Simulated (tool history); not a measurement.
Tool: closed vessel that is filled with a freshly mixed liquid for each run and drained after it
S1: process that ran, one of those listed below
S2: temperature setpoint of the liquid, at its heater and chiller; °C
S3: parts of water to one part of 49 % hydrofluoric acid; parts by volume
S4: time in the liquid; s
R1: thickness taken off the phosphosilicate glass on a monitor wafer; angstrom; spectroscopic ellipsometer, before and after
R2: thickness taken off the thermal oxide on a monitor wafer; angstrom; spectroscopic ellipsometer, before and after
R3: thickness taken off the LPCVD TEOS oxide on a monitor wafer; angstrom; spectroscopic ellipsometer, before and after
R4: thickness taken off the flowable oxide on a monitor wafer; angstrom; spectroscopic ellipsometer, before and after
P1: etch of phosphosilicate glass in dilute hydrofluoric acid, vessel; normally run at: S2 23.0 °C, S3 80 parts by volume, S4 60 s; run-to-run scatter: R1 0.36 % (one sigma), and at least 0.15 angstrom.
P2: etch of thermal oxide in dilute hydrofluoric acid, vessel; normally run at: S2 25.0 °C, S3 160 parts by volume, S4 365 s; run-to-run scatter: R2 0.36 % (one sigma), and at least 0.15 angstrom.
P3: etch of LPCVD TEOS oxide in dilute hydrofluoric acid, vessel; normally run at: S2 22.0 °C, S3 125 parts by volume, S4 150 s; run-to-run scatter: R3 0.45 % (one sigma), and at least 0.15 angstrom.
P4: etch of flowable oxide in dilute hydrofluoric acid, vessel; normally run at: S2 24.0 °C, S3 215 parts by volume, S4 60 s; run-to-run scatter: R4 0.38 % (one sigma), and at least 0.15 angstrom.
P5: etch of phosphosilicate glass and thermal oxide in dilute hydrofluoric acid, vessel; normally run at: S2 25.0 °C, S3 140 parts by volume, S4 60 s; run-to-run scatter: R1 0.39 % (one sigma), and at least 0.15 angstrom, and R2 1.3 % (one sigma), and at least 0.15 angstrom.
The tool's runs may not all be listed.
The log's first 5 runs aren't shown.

Run 6, hour 53.1: S1 P1, S2 23.0 °C, S3 80 parts by volume, S4 60 s. Result: R1 1274.70 angstrom.
Run 7, hour 64.5: S1 P5, S2 17.5 °C, S3 140 parts by volume, S4 60 s. Result: R1 191.61 angstrom, R2 15.084 angstrom.
Run 8, hour 73.9: S1 P2, S2 25.0 °C, S3 160 parts by volume, S4 60 s. Result: R2 15.712 angstrom.
Run 9, hour 79.7: S1 P1, S2 31.0 °C, S3 80 parts by volume, S4 60 s. Result: R1 1743.20 angstrom.
Run 10, hour 92.5: S1 P1, S2 23.0 °C, S3 80 parts by volume, S4 30 s. Result: R1 638.19 angstrom.
Run 11, hour 104.3: S1 P1, S2 23.0 °C, S3 20 parts by volume, S4 35 s. Result: R1 3220.80 angstrom.
Run 12, hour 110.9: S1 P3, S2 17.0 °C, S3 125 parts by volume, S4 150 s. Result: R3 168.00 angstrom.
Run 13, hour 120.5: S1 P5, S2 25.0 °C, S3 140 parts by volume, S4 30 s. Result: R1 130.01 angstrom, R2 10.151 angstrom.
Run 14, hour 133.6: S1 P4, S2 24.0 °C, S3 215 parts by volume, S4 60 s. Result: R4 81.225 angstrom.
Run 15, hour 146.4: S1 P3, S2 22.0 °C, S3 125 parts by volume, S4 150 s. Result: R3 207.75 angstrom.
Run 16, hour 155.5: S1 P4, S2 24.0 °C, S3 215 parts by volume, S4 30 s. Result: R4 40.690 angstrom.
Run 17, hour 161.6: S1 P3, S2 22.0 °C, S3 35 parts by volume, S4 150 s. Result: R3 821.41 angstrom.
Run 18, hour 167.8: S1 P5, S2 25.0 °C, S3 140 parts by volume, S4 60 s. Result: R1 259.46 angstrom, R2 20.151 angstrom.
Run 19, hour 176.7: S1 P2, S2 25.0 °C, S3 260 parts by volume, S4 365 s. Result: R2 53.735 angstrom.
Run 20, hour 185.8: S1 P3, S2 22.0 °C, S3 125 parts by volume, S4 150 s. Result: R3 206.99 angstrom.
Run 21, hour 195.9: S1 P1, S2 18.5 °C, S3 80 parts by volume, S4 60 s. Result: R1 1059.70 angstrom.
Run 22, hour 208.5: S1 P1, S2 23.0 °C, S3 80 parts by volume, S4 60 s. Result: R1 1278.30 angstrom.

Forecast run 23:
Run 23, hour 216.8: S1 P4, S2 28.0 °C, S3 215 parts by volume, S4 60 s. Result: R4 ?.

Run 23 gave R4 93.976 angstrom.
